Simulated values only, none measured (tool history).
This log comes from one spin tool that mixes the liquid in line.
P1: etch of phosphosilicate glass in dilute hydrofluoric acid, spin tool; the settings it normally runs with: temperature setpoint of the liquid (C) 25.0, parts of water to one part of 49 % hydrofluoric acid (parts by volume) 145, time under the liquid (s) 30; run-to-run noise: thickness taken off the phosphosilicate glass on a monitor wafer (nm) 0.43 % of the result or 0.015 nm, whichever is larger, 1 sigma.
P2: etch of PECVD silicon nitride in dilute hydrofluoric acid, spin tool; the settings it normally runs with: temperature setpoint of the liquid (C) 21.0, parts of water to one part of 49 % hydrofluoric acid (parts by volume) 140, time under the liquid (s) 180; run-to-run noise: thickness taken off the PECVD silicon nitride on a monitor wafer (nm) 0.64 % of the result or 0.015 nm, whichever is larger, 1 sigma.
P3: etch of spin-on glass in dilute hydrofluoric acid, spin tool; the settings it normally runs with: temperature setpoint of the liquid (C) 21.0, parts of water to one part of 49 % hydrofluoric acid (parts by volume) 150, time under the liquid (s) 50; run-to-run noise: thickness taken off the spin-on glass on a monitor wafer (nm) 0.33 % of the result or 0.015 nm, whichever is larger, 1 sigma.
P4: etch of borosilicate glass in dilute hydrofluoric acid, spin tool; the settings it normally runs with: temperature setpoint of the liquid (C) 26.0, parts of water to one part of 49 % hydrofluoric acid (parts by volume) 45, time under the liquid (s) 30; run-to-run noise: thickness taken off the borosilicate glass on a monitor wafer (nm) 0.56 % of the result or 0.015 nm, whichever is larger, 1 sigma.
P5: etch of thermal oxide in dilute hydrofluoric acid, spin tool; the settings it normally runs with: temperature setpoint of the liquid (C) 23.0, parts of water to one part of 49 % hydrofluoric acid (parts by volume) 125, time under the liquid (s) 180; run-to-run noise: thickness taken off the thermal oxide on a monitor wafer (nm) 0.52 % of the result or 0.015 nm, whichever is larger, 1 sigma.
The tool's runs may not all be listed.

| run | hour | process that ran | temperature setpoint of the liquid (C) | parts of water to one part of 49 % hydrofluoric acid (parts by volume) | time under the liquid (s) | hours since the thermometer was replaced | hours since the hydrofluoric acid flow meter was replaced | thickness taken off the phosphosilicate glass on a monitor wafer (nm) | thickness taken off the borosilicate glass on a monitor wafer (nm) | thickness taken off the PECVD silicon nitride on a monitor wafer (nm) | thickness taken off the thermal oxide on a monitor wafer (nm) | thickness taken off the spin-on glass on a monitor wafer (nm) |
|---|---|---|---|---|---|---|---|---|---|---|---|---|
| 1 | 6.6 | P1 | 25.0 | 145 | 30 | 340.2 | 1072.3 | 11.9800 |  |  |  |  |
| 2 | 10.8 | P4 | 20.5 | 45 | 30 | 344.4 | 1076.5 |  | 25.016 |  |  |  |
| 3 | 16.7 | P2 | 21.0 | 235 | 180 | 350.3 | 1082.4 |  |  | 2.0171 |  |  |
| 4 | 23.0 | P5 | 23.0 | 125 | 180 | 356.6 | 1088.7 |  |  |  | 6.6450 |  |
| 5 | 29.9 | P3 | 21.0 | 150 | 50 | 363.5 | 1095.6 |  |  |  |  | 19.493 |
| 6 | 36.7 | P1 | 25.0 | 145 | 30 | 370.3 | 1102.4 | 12.0560 |  |  |  |  |
| 7 | 42.0 | P5 | 23.0 | 125 | 65 | 375.6 | 1107.7 |  |  |  | 2.4154 |  |
| 8 | 46.9 | P1 | 25.0 | 145 | 30 | 380.5 | 1112.6 | 12.0730 |  |  |  |  |
| 9 | 53.6 | P3 | 27.5 | 150 | 50 | 387.2 | 1119.3 |  |  |  |  | 25.205 |
| 10 | 60.0 | P1 | 25.0 | 235 | 30 | 393.6 | 1125.7 | 6.7319 |  |  |  |  |
| 11 | 64.9 | P3 | 21.0 | 150 | 30 | 398.5 | 1130.6 |  |  |  |  | 11.705 |
| 12 | 73.0 | P1 | 25.0 | 145 | 30 | 406.6 | 1138.7 | 12.0500 |  |  |  |  |
| 13 | 78.9 | P3 | 21.0 | 90 | 50 | 412.5 | 1144.6 |  |  |  |  | 34.813 |
| 14 | 86.3 | P1 | 25.0 | 145 | 30 | 419.9 | 1152.0 | 12.0310 |  |  |  |  |
| 15 | 93.7 | P2 | 21.0 | 140 | 310 | 427.3 | 1159.4 |  |  | 5.9524 |  |  |
| 16 | 100.6 | P1 | 33.0 | 225 | 30 | 434.2 | 1166.3 | 9.2988 |  |  |  |  |
|  | 106.9 | thermometer replaced |
| 17 | 108.3 | P4 | 26.0 | 45 | 30 | 1.5 | 1174.0 |  | 31.798 |  |  |  |
| 18 | 114.4 | P1 | 25.0 | 145 | 50 | 7.6 | 1180.1 | 20.1140 |  |  |  |  |
| 19 | 122.5 | P2 | 21.0 | 140 | 180 | 15.7 | 1188.2 |  |  | 3.4065 |  |  |
| 20 | 126.7 | P4 | 26.0 | 20 | 30 | 19.9 | 1192.4 |  | 73.412 |  |  |  |
| 21 | 133.2 | P5 | 23.0 | 170 | 180 | 26.4 | 1198.9 |  |  |  | 4.7147 |  |
| 22 | 137.1 | P1 | 31.5 | 145 | 30 | 30.3 | 1202.8 | 15.3120 |  |  |  |  |
| 23 | 141.2 | P1 | 19.5 | 145 | 30 | 34.4 | 1206.9 | 9.7261 |  |  |  |  |
| 24 | 148.2 | P5 | 23.0 | 125 | 180 | 41.4 | 1213.9 |  |  |  | 6.7175 |  |
| 25 | 155.4 | P2 | 17.0 | 140 | 180 | 48.6 | 1221.1 |  |  | 2.5793 |  |  |
| 26 | 161.6 | P4 | 26.0 | 45 | 45 | 54.8 | 1227.3 |  | 47.203 |  |  |  |
| 27 | 168.0 | P5 | 31.5 | 125 | 180 | 61.2 | 1233.7 |  |  |  | 9.2018 |  |
| 28 | 172.0 | P1 | 25.0 | 145 | 15 | 65.2 | 1237.7 | 6.0102 |  |  |  |  |
| 29 | 178.7 | P1 | 25.0 | 60 | 30 | 71.9 | 1244.4 | 32.4860 |  |  |  |  |
| 30 | 184.9 | P1 | 25.0 | 145 | 30 | 78.1 | 1250.6 | 12.0960 |  |  |  |  |
| 31 | 190.2 | P1 | 25.0 | 145 | 30 | 83.4 | 1255.9 | 12.4410 |  |  |  |  |
| 32 | 194.7 | P1 | 25.0 | 145 | 30 | 87.9 | 1260.4 | 12.6680 |  |  |  |  |
| 33 | 200.6 | P1 | 25.0 | 145 | 30 | 93.8 | 1266.3 | 12.8090 |  |  |  |  |
| 34 | 207.1 | P1 | 25.0 | 145 | 30 | 100.3 | 1272.8 | 12.9840 |  |  |  |  |
| 35 | 212.5 | P1 | 25.0 | 145 | 30 | 105.7 | 1278.2 | 12.9920 |  |  |  |  |
| 36 | 216.2 | P1 | 25.0 | 145 | 30 | 109.4 | 1281.9 | 13.0480 |  |  |  |  |

What P1 gives has crept away from where it was. These 2 causes fit the log equally well, each at the size given:
A: liquid hotter than its thermometer reads (K) = 1.93
B: hydrofluoric acid flow above the setpoint (%) = 6.41
Creep in the process output first set in at about hour 184.9.

Below are 4 check runs, each on a single wafer, with their results shown as question marks. Which of them would tell the listed causes apart, meaning the causes would give clearly different results under it?
| check 1 | 219.9 | P3 | 21.0 | 150 | 50 |  |  |  |  |  |  | ? |
| check 2 | 219.9 | P2 | 21.0 | 140 | 180 |  |  |  |  | ? |  |  |
| check 3 | 219.9 | P5 | 23.0 | 125 | 180 |  |  |  |  |  | ? |  |
| check 4 | 219.9 | P4 | 26.0 | 45 | 30 |  |  |  | ? |  |  |  |

If the cause were each of the candidates in turn, the checks would give the following:
| check | result | if A | if B |
|---|---|---|---|
| check 1 | thickness taken off the spin-on glass on a monitor wafer (nm) | 21.062 | 20.989 |
| check 2 | thickness taken off the PECVD silicon nitride on a monitor wafer (nm) | 3.8797 | 3.6301 |
| check 3 | thickness taken off the thermal oxide on a monitor wafer (nm) | 7.2440 | 7.2134 |
| check 4 | thickness taken off the borosilicate glass on a monitor wafer (nm) | 34.303 | 33.893 |
Smallest distance between any two causes, each pair judged by its most separating result, in per cent: check 1 0.35 %; check 2 6.65 %; check 3 0.42 %; check 4 1.2 %
Of the check runs offered, only check 2 discriminates between the causes; the rest would read about the same regardless of which cause applies.

Check 2 was carried out, with these results: thickness taken off the PECVD silicon nitride on a monitor wafer (nm) 3.8919. Which of the listed causes is responsible?

It is A: liquid hotter than its thermometer reads (K).
